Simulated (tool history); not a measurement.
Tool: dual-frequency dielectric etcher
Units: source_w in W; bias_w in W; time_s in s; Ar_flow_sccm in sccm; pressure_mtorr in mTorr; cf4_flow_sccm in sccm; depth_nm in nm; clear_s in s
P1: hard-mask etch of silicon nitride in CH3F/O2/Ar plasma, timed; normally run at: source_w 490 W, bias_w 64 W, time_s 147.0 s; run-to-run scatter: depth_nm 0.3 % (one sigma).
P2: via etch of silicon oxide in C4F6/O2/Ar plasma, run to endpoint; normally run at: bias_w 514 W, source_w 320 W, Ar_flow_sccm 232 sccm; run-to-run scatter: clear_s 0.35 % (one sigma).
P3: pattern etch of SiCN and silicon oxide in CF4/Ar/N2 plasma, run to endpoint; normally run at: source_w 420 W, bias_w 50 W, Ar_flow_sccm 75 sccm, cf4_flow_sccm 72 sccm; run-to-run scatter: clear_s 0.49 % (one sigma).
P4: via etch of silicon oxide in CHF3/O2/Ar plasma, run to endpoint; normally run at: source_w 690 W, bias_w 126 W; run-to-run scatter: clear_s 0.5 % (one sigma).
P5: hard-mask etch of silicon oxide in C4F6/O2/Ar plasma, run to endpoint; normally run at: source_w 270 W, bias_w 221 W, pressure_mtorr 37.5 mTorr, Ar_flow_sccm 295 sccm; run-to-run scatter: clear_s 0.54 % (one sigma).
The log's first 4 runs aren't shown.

run   hour  process  source_w  bias_w  time_s  Ar_flow_sccm  pressure_mtorr  cf4_flow_sccm  hours since the last wet clean  hours since the last source power generator calibration  hours since the last bias power generator calibration  depth_nm  clear_s
  5   81.3       P1       490      64   147.0                                                                        171.9                                                    442.8                                                 3237.9   106.780
  6   91.3       P3       420      50                   103                             72                           181.9                                                    452.8                                                 3247.9             13.575
  7  101.2       P5       270     221                   295            37.5                                          191.8                                                    462.7                                                 3257.8             73.762
  8  113.5       P4       690     126                                                                                204.1                                                    475.0                                                 3270.1            407.640
  9  125.2       P1       490      64   147.0                                                                        215.8                                                    486.7                                                 3281.8   106.010
 10  139.7       P2       320     514                   135                                                          230.3                                                    501.2                                                 3296.3             29.056
 11  153.1       P1       340      64   147.0                                                                        243.7                                                    514.6                                                 3309.7    92.230
 12  170.6       P2       320     663                   232                                                          261.2                                                    532.1                                                 3327.2             27.847
 13  183.5       P1       670      53   147.0                                                                        274.1                                                    545.0                                                 3340.1   113.030
 14  195.3       P2       230     514                   232                                                          285.9                                                    556.8                                                 3351.9             34.640
 15  212.5       P1       490      64   109.0                                                                        303.1                                                    574.0                                                 3369.1    78.930
 16  230.0       P2       320     514                   232                                                          320.6                                                    591.5                                                 3386.6             30.913
 17  243.5       P5       190     221                   295            37.5                                          334.1                                                    605.0                                                 3400.1             84.271
 18  258.5       P1       590      64    89.5                                                                        349.1                                                    620.0                                                 3415.1    69.689
 19  267.6       P4       690      85                                                                                358.2                                                    629.1                                                 3424.2            458.080
 20  277.9       P5       270     221                   211            37.5                                          368.5                                                    639.4                                                 3434.5             70.954
 21  294.9       P1       490      83   147.0                                                                        385.5                                                    656.4                                                 3451.5   116.310
 22  311.4       P1       490      38   147.0                                                                        402.0                                                    672.9                                                 3468.0    90.513
 23  320.1       P1       620      64   147.0                                                                        410.7                                                    681.6                                                 3476.7   116.120
 24  329.7       P3       420      50                    75                             98                           420.3                                                    691.2                                                 3486.3             12.387
 25  344.2       P1       490      64   147.0                                                                        434.8                                                    705.7                                                 3500.8   106.200
 26  357.4       P3       420      50                    75                             72                           448.0                                                    718.9                                                 3514.0             13.050
 27  368.6       P1       490      64   147.0                                                                        459.2                                                    730.1                                                 3525.2   106.510
 28  378.8       P1       610      53   147.0                                                                        469.4                                                    740.3                                                 3535.4   108.670

Forecast run 29:
 29  393.4       P3       420      67                    75                             72                           484.0                                                    754.9                                                 3550.0                  ?

{"run 29": {"clear_s": 11.848}}
